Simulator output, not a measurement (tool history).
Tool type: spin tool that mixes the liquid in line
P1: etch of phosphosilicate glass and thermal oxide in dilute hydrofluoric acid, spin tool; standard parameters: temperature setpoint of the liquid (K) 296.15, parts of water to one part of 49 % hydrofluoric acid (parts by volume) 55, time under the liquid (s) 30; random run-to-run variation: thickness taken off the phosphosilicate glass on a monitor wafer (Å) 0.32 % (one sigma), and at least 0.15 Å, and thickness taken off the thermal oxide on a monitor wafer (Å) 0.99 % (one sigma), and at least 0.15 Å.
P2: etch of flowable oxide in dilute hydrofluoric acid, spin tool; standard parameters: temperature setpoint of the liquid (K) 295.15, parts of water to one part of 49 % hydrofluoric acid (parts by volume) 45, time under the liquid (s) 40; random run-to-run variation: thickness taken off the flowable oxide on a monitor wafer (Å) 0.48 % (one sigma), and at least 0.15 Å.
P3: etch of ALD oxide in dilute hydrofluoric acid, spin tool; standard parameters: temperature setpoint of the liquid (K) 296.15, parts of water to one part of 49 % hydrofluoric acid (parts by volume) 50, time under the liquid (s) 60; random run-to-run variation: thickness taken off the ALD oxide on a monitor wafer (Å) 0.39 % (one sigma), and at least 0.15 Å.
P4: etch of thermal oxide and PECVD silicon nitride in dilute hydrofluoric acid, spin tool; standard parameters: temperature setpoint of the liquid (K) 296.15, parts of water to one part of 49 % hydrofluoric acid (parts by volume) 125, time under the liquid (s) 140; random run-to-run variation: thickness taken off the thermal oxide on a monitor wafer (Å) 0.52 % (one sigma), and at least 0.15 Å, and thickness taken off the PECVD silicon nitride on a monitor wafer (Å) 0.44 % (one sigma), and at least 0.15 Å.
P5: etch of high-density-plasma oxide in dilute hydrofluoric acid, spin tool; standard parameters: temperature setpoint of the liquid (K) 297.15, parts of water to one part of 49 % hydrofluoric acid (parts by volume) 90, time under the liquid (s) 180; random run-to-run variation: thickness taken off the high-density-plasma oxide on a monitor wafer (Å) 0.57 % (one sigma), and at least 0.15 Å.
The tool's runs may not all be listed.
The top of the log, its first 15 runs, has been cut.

run	hour	process that ran	temperature setpoint of the liquid (K)	parts of water to one part of 49 % hydrofluoric acid (parts by volume)	time under the liquid (s)	hours since the thermometer was replaced	hours since the hydrofluoric acid flow meter was replaced	thickness taken off the phosphosilicate glass on a monitor wafer (Å)	thickness taken off the thermal oxide on a monitor wafer (Å)	thickness taken off the ALD oxide on a monitor wafer (Å)	thickness taken off the PECVD silicon nitride on a monitor wafer (Å)	thickness taken off the flowable oxide on a monitor wafer (Å)	thickness taken off the high-density-plasma oxide on a monitor wafer (Å)
16	141.1	P1	290.15	80	30	286.2	1670.4	175.00	13.064				
17	147.9	P1	296.15	55	30	293.0	1677.2	338.85	25.607				
18	156.9	P1	296.15	35	30	302.0	1686.2	544.58	40.690				
19	169.0	P5	297.15	20	180	314.1	1698.3						515.030
20	176.6	P1	296.15	55	15	321.7	1705.9	168.53	12.755				
21	185.3	P2	302.65	45	40	330.4	1714.6					373.96	
22	197.3	P1	296.15	95	30	342.4	1726.6	185.40	13.752				
23	206.1	P2	295.15	45	40	351.2	1735.4					277.29	
24	211.4	P5	297.15	90	345	356.5	1740.7						199.800
25	219.0	P4	296.15	125	50	364.1	1748.3		18.590		16.345		
26	230.9	P2	295.15	45	15	376.0	1760.2					103.52	
27	237.9	P3	290.15	50	60	383.0	1767.2			207.15			
28	248.0	P3	296.15	50	105	393.1	1777.3			466.05			
29	258.0	P5	292.15	90	180	403.1	1787.3						85.732
30	266.5	P1	296.15	55	30	411.6	1795.8	339.71	25.208				
31	271.8	P1	296.15	55	30	416.9	1801.1	344.97	25.723				
32	278.8	P1	296.15	55	30	423.9	1808.1	353.39	26.692				
33	284.1	P1	296.15	55	30	429.2	1813.4	357.01	27.101				
34	289.7	P1	296.15	55	30	434.8	1819.0	360.95	26.358				
35	299.8	P1	296.15	55	30	444.9	1829.1	364.99	27.232				
36	308.9	P1	296.15	55	30	454.0	1838.2	368.30	27.252				
37	316.5	P1	296.15	55	30	461.6	1845.8	369.96	27.968				
38	328.5	P1	296.15	55	30	473.6	1857.8	369.50	27.616				

Estimate the outcome of run 39 from the log above:
39	334.9	P1	296.15	55	30	480.0	1864.2	?	?				

thickness taken off the phosphosilicate glass on a monitor wafer (Å): 371.19
thickness taken off the thermal oxide on a monitor wafer (Å): 27.097
